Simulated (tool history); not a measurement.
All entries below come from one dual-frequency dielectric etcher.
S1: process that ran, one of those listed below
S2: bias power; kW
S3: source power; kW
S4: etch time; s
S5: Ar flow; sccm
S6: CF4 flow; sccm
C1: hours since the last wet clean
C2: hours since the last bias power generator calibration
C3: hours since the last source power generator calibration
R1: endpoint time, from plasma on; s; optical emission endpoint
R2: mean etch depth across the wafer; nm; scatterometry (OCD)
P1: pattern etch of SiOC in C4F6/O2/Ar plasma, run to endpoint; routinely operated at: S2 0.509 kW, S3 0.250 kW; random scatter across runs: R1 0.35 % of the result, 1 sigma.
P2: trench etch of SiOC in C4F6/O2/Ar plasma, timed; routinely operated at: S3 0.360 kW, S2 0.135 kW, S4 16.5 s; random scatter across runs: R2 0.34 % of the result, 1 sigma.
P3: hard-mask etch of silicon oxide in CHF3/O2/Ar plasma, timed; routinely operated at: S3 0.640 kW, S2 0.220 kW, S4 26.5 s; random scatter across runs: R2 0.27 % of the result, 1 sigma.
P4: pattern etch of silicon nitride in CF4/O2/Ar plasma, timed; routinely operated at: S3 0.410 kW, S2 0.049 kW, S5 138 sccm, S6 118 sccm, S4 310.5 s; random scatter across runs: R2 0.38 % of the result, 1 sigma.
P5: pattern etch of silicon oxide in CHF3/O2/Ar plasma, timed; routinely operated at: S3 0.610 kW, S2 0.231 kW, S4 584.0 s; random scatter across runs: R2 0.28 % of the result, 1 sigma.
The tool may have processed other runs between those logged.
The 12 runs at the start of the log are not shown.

Run 13, hour 69.3: S1 P4, S2 0.049 kW, S3 0.410 kW, S4 310.5 s, S5 138 sccm, S6 118 sccm; C1 263.8; C2 1935.7; C3 2308.9. Result: R2 493.140 nm.
Run 14, hour 73.6: S1 P5, S2 0.231 kW, S3 0.610 kW, S4 372.0 s; C1 268.1; C2 1940.0; C3 2313.2. Result: R2 822.200 nm.
Run 15, hour 77.3: S1 P1, S2 0.698 kW, S3 0.250 kW; C1 271.8; C2 1943.7; C3 2316.9. Result: R1 17.519 s.
Run 16, hour 81.6: S1 P4, S2 0.049 kW, S3 0.270 kW, S4 310.5 s, S5 138 sccm, S6 118 sccm; C1 276.1; C2 1948.0; C3 2321.2. Result: R2 344.700 nm.
Run 17, hour 85.4: S1 P5, S2 0.231 kW, S3 0.740 kW, S4 584.0 s; C1 279.9; C2 1951.8; C3 2325.0. Result: R2 1384.600 nm.
Run 18, hour 90.4: S1 P4, S2 0.049 kW, S3 0.410 kW, S4 310.5 s, S5 138 sccm, S6 78 sccm; C1 284.9; C2 1956.8; C3 2330.0. Result: R2 464.100 nm.
Run 19, hour 97.2: S1 P1, S2 0.509 kW, S3 0.250 kW; C1 291.7; C2 1963.6; C3 2336.8. Result: R1 19.717 s.
Run 20, hour 104.4: S1 P1, S2 0.509 kW, S3 0.250 kW; C1 298.9; C2 1970.8; C3 2344.0. Result: R1 19.680 s.
Run 21, hour 110.3: S1 P1, S2 0.707 kW, S3 0.180 kW; C1 304.8; C2 1976.7; C3 2349.9. Result: R1 19.404 s.
Run 22, hour 113.8: S1 P5, S2 0.323 kW, S3 0.610 kW, S4 584.0 s; C1 308.3; C2 1980.2; C3 2353.4. Result: R2 1455.200 nm.
Run 23, hour 120.7: S1 P1, S2 0.309 kW, S3 0.150 kW; C1 315.2; C2 1987.1; C3 2360.3. Result: R1 28.463 s.
Run 24, hour 125.2: S1 P3, S2 0.220 kW, S3 0.640 kW, S4 18.0 s; C1 319.7; C2 1991.6; C3 2364.8. Result: R2 39.882 nm.
Run 25, hour 131.7: S1 P4, S2 0.031 kW, S3 0.410 kW, S4 310.5 s, S5 138 sccm, S6 118 sccm; C1 326.2; C2 1998.1; C3 2371.3. Result: R2 415.690 nm.
Run 26, hour 136.9: S1 P2, S2 0.135 kW, S3 0.360 kW, S4 16.5 s; C1 331.4; C2 2003.3; C3 2376.5. Result: R2 29.728 nm.
Run 27, hour 141.6: S1 P5, S2 0.231 kW, S3 0.610 kW, S4 584.0 s; C1 336.1; C2 2008.0; C3 2381.2. Result: R2 1287.900 nm.
Run 28, hour 145.7: S1 P2, S2 0.179 kW, S3 0.360 kW, S4 16.5 s; C1 340.2; C2 2012.1; C3 2385.3. Result: R2 32.263 nm.
Run 29, hour 152.1: S1 P5, S2 0.231 kW, S3 0.610 kW, S4 584.0 s; C1 346.6; C2 2018.5; C3 2391.7. Result: R2 1285.700 nm.
Run 30, hour 156.0: S1 P3, S2 0.220 kW, S3 0.640 kW, S4 26.5 s; C1 350.5; C2 2022.4; C3 2395.6. Result: R2 58.534 nm.
Run 31, hour 161.4: S1 P1, S2 0.509 kW, S3 0.250 kW; C1 355.9; C2 2027.8; C3 2401.0. Result: R1 19.743 s.
Run 32, hour 167.1: S1 P1, S2 0.509 kW, S3 0.250 kW; C1 361.6; C2 2033.5; C3 2406.7. Result: R1 19.764 s.
Run 33, hour 173.3: S1 P1, S2 0.509 kW, S3 0.250 kW; C1 367.8; C2 2039.7; C3 2412.9. Result: R1 19.778 s.
Run 34, hour 176.5: S1 P1, S2 0.509 kW, S3 0.250 kW; C1 371.0; C2 2042.9; C3 2416.1. Result: R1 19.895 s.

Predict the results of run 35:
Run 35, hour 180.7: S1 P1, S2 0.509 kW, S3 0.250 kW; C1 375.2; C2 2047.1; C3 2420.3. Result: R1 ?.

R1: 19.906 s
